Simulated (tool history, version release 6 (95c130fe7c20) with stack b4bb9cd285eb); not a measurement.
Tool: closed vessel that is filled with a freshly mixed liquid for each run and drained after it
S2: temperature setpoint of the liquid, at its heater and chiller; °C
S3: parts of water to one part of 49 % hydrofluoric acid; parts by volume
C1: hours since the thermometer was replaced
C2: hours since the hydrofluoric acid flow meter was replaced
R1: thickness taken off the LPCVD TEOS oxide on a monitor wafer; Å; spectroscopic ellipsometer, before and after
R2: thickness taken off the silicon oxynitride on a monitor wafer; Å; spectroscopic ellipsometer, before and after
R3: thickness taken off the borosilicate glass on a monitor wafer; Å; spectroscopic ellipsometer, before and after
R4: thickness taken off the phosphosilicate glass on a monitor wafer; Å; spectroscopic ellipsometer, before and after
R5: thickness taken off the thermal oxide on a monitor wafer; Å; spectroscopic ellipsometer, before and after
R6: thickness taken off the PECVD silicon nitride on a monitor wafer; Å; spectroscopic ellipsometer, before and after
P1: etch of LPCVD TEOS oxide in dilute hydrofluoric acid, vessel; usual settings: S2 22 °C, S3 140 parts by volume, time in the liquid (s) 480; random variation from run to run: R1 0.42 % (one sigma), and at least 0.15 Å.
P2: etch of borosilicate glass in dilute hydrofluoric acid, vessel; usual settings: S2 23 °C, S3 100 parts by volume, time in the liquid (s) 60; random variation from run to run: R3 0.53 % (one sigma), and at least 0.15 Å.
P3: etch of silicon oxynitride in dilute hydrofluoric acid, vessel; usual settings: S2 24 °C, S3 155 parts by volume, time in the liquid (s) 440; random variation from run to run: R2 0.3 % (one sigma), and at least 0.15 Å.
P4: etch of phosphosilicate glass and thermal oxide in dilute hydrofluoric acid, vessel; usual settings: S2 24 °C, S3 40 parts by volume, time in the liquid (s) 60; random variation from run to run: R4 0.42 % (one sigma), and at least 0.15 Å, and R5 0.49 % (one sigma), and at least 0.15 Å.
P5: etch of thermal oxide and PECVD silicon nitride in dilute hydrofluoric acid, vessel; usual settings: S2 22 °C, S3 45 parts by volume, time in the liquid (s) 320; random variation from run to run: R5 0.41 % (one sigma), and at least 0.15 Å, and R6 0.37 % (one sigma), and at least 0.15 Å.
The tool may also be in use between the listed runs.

run 1 hour=8.0 | process_that_ran=P1 S2=22 S3=140 time_in_the_liquid_(s)=480 | C1=450.2 C2=124.3 | R1=556.470
run 2 hour=14.5 | process_that_ran=P3 S2=24 S3=280 time_in_the_liquid_(s)=440 | C1=456.7 C2=130.8 | R2=50.738
run 3 hour=25.9 | process_that_ran=P1 S2=22 S3=140 time_in_the_liquid_(s)=735 | C1=468.1 C2=142.2 | R1=854.370
run 4 hour=32.4 | process_that_ran=P1 S2=22 S3=140 time_in_the_liquid_(s)=480 | C1=474.6 C2=148.7 | R1=555.350
run 5 hour=40.3 | process_that_ran=P2 S2=23 S3=100 time_in_the_liquid_(s)=60 | C1=482.5 C2=156.6 | R3=295.16
run 6 hour=50.4 | process_that_ran=P4 S2=30 S3=40 time_in_the_liquid_(s)=60 | C1=492.6 C2=166.7 | R4=4173.2 R5=106.66
-- hour=54.8 hydrofluoric acid flow meter replaced
run 7 hour=56.3 | process_that_ran=P4 S2=24 S3=20 time_in_the_liquid_(s)=60 | C1=498.5 C2=1.6 | R4=6739.7 R5=170.29
run 8 hour=63.5 | process_that_ran=P1 S2=22 S3=255 time_in_the_liquid_(s)=480 | C1=505.7 C2=8.8 | R1=269.750
run 9 hour=70.0 | process_that_ran=P3 S2=24 S3=155 time_in_the_liquid_(s)=440 | C1=512.2 C2=15.3 | R2=100.470
run 10 hour=80.2 | process_that_ran=P2 S2=23 S3=100 time_in_the_liquid_(s)=100 | C1=522.4 C2=25.5 | R3=497.45
run 11 hour=86.3 | process_that_ran=P2 S2=23 S3=165 time_in_the_liquid_(s)=60 | C1=528.5 C2=31.6 | R3=164.69
run 12 hour=93.8 | process_that_ran=P1 S2=30 S3=140 time_in_the_liquid_(s)=480 | C1=536.0 C2=39.1 | R1=747.950
run 13 hour=104.4 | process_that_ran=P1 S2=17 S3=140 time_in_the_liquid_(s)=40 | C1=546.6 C2=49.7 | R1=37.722
run 14 hour=113.0 | process_that_ran=P1 S2=22 S3=140 time_in_the_liquid_(s)=480 | C1=555.2 C2=58.3 | R1=556.010
run 15 hour=119.9 | process_that_ran=P5 S2=22 S3=45 time_in_the_liquid_(s)=320 | C1=562.1 C2=65.2 | R5=332.54 R6=167.64
run 16 hour=128.8 | process_that_ran=P1 S2=22 S3=140 time_in_the_liquid_(s)=480 | C1=571.0 C2=74.1 | R1=558.510
run 17 hour=137.5 | process_that_ran=P3 S2=24 S3=155 time_in_the_liquid_(s)=645 | C1=579.7 C2=82.8 | R2=146.580
run 18 hour=143.1 | process_that_ran=P1 S2=22 S3=140 time_in_the_liquid_(s)=210 | C1=585.3 C2=88.4 | R1=243.130
run 19 hour=149.7 | process_that_ran=P1 S2=22 S3=140 time_in_the_liquid_(s)=480 | C1=591.9 C2=95.0 | R1=555.010

Forecast run 20:
run 20 hour=155.2 | process_that_ran=P5 S2=22 S3=45 time_in_the_liquid_(s)=500 | C1=597.4 C2=100.5 | R5=? R6=?

R5: 519.66 Å
R6: 266.06 Å
